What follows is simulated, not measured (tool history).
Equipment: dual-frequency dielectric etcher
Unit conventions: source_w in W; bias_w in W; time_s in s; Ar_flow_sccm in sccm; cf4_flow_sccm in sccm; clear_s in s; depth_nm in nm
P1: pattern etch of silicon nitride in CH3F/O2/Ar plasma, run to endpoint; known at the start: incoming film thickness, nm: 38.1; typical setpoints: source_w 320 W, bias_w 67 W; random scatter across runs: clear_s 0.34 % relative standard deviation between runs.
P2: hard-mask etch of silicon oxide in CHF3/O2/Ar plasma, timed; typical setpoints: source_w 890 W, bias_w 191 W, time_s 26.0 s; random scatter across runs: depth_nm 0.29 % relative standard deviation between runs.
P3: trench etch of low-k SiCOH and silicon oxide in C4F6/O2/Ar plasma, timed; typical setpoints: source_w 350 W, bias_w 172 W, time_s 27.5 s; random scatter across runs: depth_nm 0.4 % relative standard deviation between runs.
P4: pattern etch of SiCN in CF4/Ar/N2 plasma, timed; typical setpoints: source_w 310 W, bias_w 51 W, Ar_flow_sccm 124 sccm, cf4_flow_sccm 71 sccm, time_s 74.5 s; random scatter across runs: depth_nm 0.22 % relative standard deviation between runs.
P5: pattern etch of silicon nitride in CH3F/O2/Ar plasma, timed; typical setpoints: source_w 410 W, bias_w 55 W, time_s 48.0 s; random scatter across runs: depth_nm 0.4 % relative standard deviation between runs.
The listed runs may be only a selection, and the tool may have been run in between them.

Run 1, day 0.229: process P1, source_w 320 W, bias_w 67 W. Result: clear_s 61.915 s.
Run 2, day 0.350: process P2, source_w 890 W, bias_w 191 W, time_s 26.0 s. Result: depth_nm 60.975 nm.
Run 3, day 0.575: process P1, source_w 320 W, bias_w 67 W. Result: clear_s 61.543 s.
Run 4, day 0.733: process P5, source_w 410 W, bias_w 55 W, time_s 48.0 s. Result: depth_nm 31.381 nm.
Run 5, day 0.842: process P1, source_w 190 W, bias_w 67 W. Result: clear_s 74.946 s.
Run 6, day 0.983: process P1, source_w 320 W, bias_w 44 W. Result: clear_s 71.196 s.
Run 7, day 1.104: process P1, source_w 430 W, bias_w 84 W. Result: clear_s 51.374 s.
Run 8, day 1.329: process P5, source_w 410 W, bias_w 55 W, time_s 35.0 s. Result: depth_nm 22.805 nm.
Run 9, day 1.492: process P3, source_w 350 W, bias_w 130 W, time_s 27.5 s. Result: depth_nm 71.634 nm.
Run 10, day 1.617: process P2, source_w 890 W, bias_w 191 W, time_s 38.5 s. Result: depth_nm 90.585 nm.
Run 11, day 1.729: process P1, source_w 320 W, bias_w 87 W. Result: clear_s 56.949 s.
Run 12, day 1.942: process P1, source_w 400 W, bias_w 67 W. Result: clear_s 56.900 s.
Run 13, day 2.096: process P2, source_w 890 W, bias_w 191 W, time_s 26.0 s. Result: depth_nm 61.107 nm.
Run 14, day 2.288: process P4, source_w 310 W, bias_w 51 W, time_s 53.0 s, Ar_flow_sccm 124 sccm, cf4_flow_sccm 71 sccm. Result: depth_nm 27.384 nm.
Run 15, day 2.417: process P3, source_w 270 W, bias_w 172 W, time_s 27.5 s. Result: depth_nm 70.464 nm.
Run 16, day 2.633: process P3, source_w 350 W, bias_w 172 W, time_s 15.0 s. Result: depth_nm 42.672 nm.
Run 17, day 2.812: process P1, source_w 320 W, bias_w 67 W. Result: clear_s 61.966 s.
Run 18, day 2.971: process P5, source_w 530 W, bias_w 55 W, time_s 48.0 s. Result: depth_nm 34.811 nm.
Run 19, day 3.146: process P4, source_w 390 W, bias_w 51 W, time_s 74.5 s, Ar_flow_sccm 124 sccm, cf4_flow_sccm 71 sccm. Result: depth_nm 47.005 nm.
Run 20, day 3.250: process P2, source_w 890 W, bias_w 270 W, time_s 26.0 s. Result: depth_nm 68.447 nm.
Run 21, day 3.454: process P4, source_w 310 W, bias_w 51 W, time_s 74.5 s, Ar_flow_sccm 124 sccm, cf4_flow_sccm 55 sccm. Result: depth_nm 36.708 nm.
Run 22, day 3.658: process P3, source_w 350 W, bias_w 172 W, time_s 27.5 s. Result: depth_nm 78.697 nm.
Run 23, day 3.817: process P5, source_w 410 W, bias_w 55 W, time_s 48.0 s. Result: depth_nm 31.515 nm.
Run 24, day 4.000: process P5, source_w 410 W, bias_w 32 W, time_s 48.0 s. Result: depth_nm 26.733 nm.
Run 25, day 4.208: process P4, source_w 310 W, bias_w 51 W, time_s 74.5 s, Ar_flow_sccm 81 sccm, cf4_flow_sccm 71 sccm. Result: depth_nm 41.044 nm.
Run 26, day 4.429: process P2, source_w 660 W, bias_w 191 W, time_s 26.0 s. Result: depth_nm 54.079 nm.
Run 27, day 4.567: process P1, source_w 320 W, bias_w 67 W. Result: clear_s 61.699 s.
Run 28, day 4.671: process P4, source_w 310 W, bias_w 34 W, time_s 74.5 s, Ar_flow_sccm 124 sccm, cf4_flow_sccm 71 sccm. Result: depth_nm 33.666 nm.
Run 29, day 4.812: process P4, source_w 310 W, bias_w 51 W, time_s 74.5 s, Ar_flow_sccm 124 sccm, cf4_flow_sccm 71 sccm. Result: depth_nm 38.276 nm.
Run 30, day 4.975: process P1, source_w 320 W, bias_w 67 W. Result: clear_s 61.704 s.
Run 31, day 5.175: process P1, source_w 320 W, bias_w 67 W. Result: clear_s 62.064 s.
Run 32, day 5.362: process P1, source_w 320 W, bias_w 67 W. Result: clear_s 62.361 s.
Run 33, day 5.521: process P1, source_w 320 W, bias_w 67 W. Result: clear_s 62.697 s.
At day 5.650: wet clean of the chamber.
Run 34, day 5.725: process P1, source_w 320 W, bias_w 67 W. Result: clear_s 63.033 s.
Run 35, day 5.838: process P1, source_w 320 W, bias_w 67 W. Result: clear_s 62.834 s.
Run 36, day 6.042: process P1, source_w 320 W, bias_w 67 W. Result: clear_s 62.865 s.
Run 37, day 6.175: process P1, source_w 320 W, bias_w 67 W. Result: clear_s 63.036 s.
Run 38, day 6.312: process P1, source_w 320 W, bias_w 67 W. Result: clear_s 63.129 s.

Something has made what P1 gives creep away from where it was; the 2 causes below, each at its own stated size, fit the log equally well:
A: bias power that arrives under what is set, % = 4.79
B: source power that arrives under what is set, % = 4.33
Onset of the creep was near day 5.175.
Other possible causes, and why each is ruled out:
chamber walls in a state that lowers the etch rate, %: maintenance at day 5.650, after the shift began, did not return the process to its former output

4 check runs are offered, one wafer each, their results left as question marks. Which one tells the causes apart?
Run check 1, day 6.450: process P3, source_w 350 W, bias_w 172 W, time_s 17.5 s. Result: depth_nm ?.
Run check 2, day 6.450: process P5, source_w 470 W, bias_w 55 W, time_s 48.0 s. Result: depth_nm ?.
Run check 3, day 6.450: process P2, source_w 890 W, bias_w 264 W, time_s 26.0 s. Result: depth_nm ?.
Run check 4, day 6.450: process P4, source_w 310 W, bias_w 51 W, time_s 74.5 s, Ar_flow_sccm 85 sccm, cf4_flow_sccm 71 sccm. Result: depth_nm ?.

Outcome of each check run for each possible cause:
  check    result    if A    if B
check 1  depth_nm  48.766  48.678
check 2  depth_nm  32.684  32.626
check 3  depth_nm  66.847  66.882
check 4  depth_nm  40.150  39.216
How far apart the two closest causes lie, in the result that separates them most: check 1 0.18 %; check 2 0.17 %; check 3 0.05 %; check 4 2.35 %
Only in check 4 would the causes give clearly different results; in the remaining checks their results would be nearly the same.

Then check 4 was run and gave: depth_nm 40.080 nm. Which cause is it?

It was cause A: bias power that arrives under what is set, %.
